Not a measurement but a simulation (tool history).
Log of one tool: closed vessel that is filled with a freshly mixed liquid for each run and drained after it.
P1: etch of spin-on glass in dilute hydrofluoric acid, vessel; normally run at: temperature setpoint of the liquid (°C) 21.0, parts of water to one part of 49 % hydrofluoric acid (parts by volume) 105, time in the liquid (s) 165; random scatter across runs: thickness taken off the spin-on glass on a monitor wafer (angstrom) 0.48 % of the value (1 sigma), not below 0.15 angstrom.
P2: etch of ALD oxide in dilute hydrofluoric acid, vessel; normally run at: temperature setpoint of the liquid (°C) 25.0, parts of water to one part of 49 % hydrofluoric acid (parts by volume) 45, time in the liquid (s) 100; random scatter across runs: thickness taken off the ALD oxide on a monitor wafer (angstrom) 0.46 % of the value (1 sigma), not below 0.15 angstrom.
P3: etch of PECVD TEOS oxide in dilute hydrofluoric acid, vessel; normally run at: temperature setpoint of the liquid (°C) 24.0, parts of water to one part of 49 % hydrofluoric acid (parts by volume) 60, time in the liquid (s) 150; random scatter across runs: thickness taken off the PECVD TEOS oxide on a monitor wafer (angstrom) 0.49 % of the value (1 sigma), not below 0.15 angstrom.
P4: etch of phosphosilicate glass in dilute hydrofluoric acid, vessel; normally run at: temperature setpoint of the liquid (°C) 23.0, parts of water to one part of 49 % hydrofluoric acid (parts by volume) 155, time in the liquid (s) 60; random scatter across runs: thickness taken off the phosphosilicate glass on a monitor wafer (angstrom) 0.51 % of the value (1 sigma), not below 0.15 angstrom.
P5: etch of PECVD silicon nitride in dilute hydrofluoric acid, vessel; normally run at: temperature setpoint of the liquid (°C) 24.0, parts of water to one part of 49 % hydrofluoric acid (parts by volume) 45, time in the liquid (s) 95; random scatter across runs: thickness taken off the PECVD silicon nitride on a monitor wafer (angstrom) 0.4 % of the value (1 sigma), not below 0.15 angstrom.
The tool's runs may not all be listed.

run,hour,process that ran,temperature setpoint of the liquid (°C),parts of water to one part of 49 % hydrofluoric acid (parts by volume),time in the liquid (s),hours since the thermometer was replaced,hours since the hydrofluoric acid flow meter was replaced,thickness taken off the spin-on glass on a monitor wafer (angstrom),thickness taken off the phosphosilicate glass on a monitor wafer (angstrom),thickness taken off the PECVD silicon nitride on a monitor wafer (angstrom),thickness taken off the ALD oxide on a monitor wafer (angstrom),thickness taken off the PECVD TEOS oxide on a monitor wafer (angstrom)
1,7.2,P1,21.0,105,165,2132.0,115.2,283.320,,,,
2,17.5,P1,21.0,105,165,2142.3,125.5,286.030,,,,
3,26.5,P4,23.0,155,60,2151.3,134.5,,684.86,,,
4,37.5,P4,23.0,230,60,2162.3,145.5,,421.49,,,
5,46.2,P5,24.0,20,95,2171.0,154.2,,,139.040,,
6,53.7,P1,21.0,105,90,2178.5,161.7,155.070,,,,
7,60.5,P1,21.0,105,165,2185.3,168.5,282.060,,,,
# hour 70.6: thermometer replaced
8,72.3,P1,21.0,25,165,1.7,180.3,1319.800,,,,
9,82.9,P4,27.5,155,60,12.3,190.9,,820.59,,,
10,90.5,P5,24.0,45,95,19.9,198.5,,,63.495,,
11,96.5,P1,17.0,105,165,25.9,204.5,238.710,,,,
12,102.3,P2,25.0,45,100,31.7,210.3,,,,424.73,
13,111.3,P2,31.5,45,100,40.7,219.3,,,,551.64,
14,117.3,P3,24.0,60,30,46.7,225.3,,,,,46.028
15,128.5,P2,25.0,45,160,57.9,236.5,,,,683.35,
16,134.3,P1,21.0,180,50,63.7,242.3,46.772,,,,
17,141.1,P3,24.0,60,150,70.5,249.1,,,,,232.940
18,151.4,P5,30.5,45,95,80.8,259.4,,,97.833,,
19,157.0,P1,25.0,40,165,86.4,265.0,955.360,,,,
20,162.3,P1,21.0,105,165,91.7,270.3,284.200,,,,
21,171.9,P1,21.0,105,240,101.3,279.9,413.080,,,,
22,180.4,P1,27.5,105,70,109.8,288.4,154.300,,,,
23,187.2,P2,25.0,20,100,116.6,295.2,,,,989.97,
24,198.1,P1,21.0,105,165,127.5,306.1,285.980,,,,
25,206.4,P3,24.0,20,150,135.8,314.4,,,,,747.950
26,216.4,P1,21.0,105,165,145.8,324.4,283.250,,,,
27,221.9,P5,24.0,45,30,151.3,329.9,,,20.047,,
28,231.0,P1,29.0,105,165,160.4,339.0,387.820,,,,
29,237.0,P1,21.0,155,165,166.4,345.0,180.420,,,,
30,243.9,P3,30.5,60,150,173.3,351.9,,,,,302.490
31,255.3,P4,23.0,155,30,184.7,363.3,,347.39,,,
32,267.3,P2,25.0,45,100,196.7,375.3,,,,426.73,
33,273.3,P1,21.0,105,165,202.7,381.3,283.800,,,,
34,279.2,P1,21.0,105,165,208.6,387.2,293.110,,,,
35,288.7,P1,21.0,105,165,218.1,396.7,301.340,,,,
36,295.2,P1,21.0,105,165,224.6,403.2,304.490,,,,
37,306.9,P1,21.0,105,165,236.3,414.9,303.410,,,,
38,316.4,P1,21.0,105,165,245.8,424.4,305.520,,,,
39,322.9,P1,21.0,105,165,252.3,430.9,309.010,,,,

P1 has crept away from where it was. The log is fitted equally well by each of these 2 causes, at the sizes shown:
A: liquid hotter than its thermometer reads (K) = 1.92
B: hydrofluoric acid flow above the setpoint (%) = 7.14
The drift started at roughly hour 273.3.

Below are 4 check runs, each on a single wafer, with their results shown as question marks. Which of them would tell the listed causes apart, meaning the causes would give clearly different results under it?
check 1,329.4,P4,23.0,155,60,,,,?,,,
check 2,329.4,P3,24.0,60,150,,,,,,,?
check 3,329.4,P2,25.0,45,100,,,,,,?,
check 4,329.4,P5,24.0,45,95,,,,,?,,

How each check would come out, cause by cause:
check,result,if A,if B
check 1,thickness taken off the phosphosilicate glass on a monitor wafer (angstrom),740.01,745.45
check 2,thickness taken off the PECVD TEOS oxide on a monitor wafer (angstrom),251.800,250.910
check 3,thickness taken off the ALD oxide on a monitor wafer (angstrom),461.88,459.57
check 4,thickness taken off the PECVD silicon nitride on a monitor wafer (angstrom),72.056,67.755
Per-check spread between the two closest causes, in the result where they differ most: check 1 0.73 %; check 2 0.35 %; check 3 0.5 %; check 4 6.15 %
Check 4 is the one run that separates the causes; every other check would come out nearly the same whichever cause is at work.

With check 4 done, the readings were: thickness taken off the PECVD silicon nitride on a monitor wafer (angstrom) 72.457. Identify which of the listed causes applies.

It was cause A: liquid hotter than its thermometer reads (K).
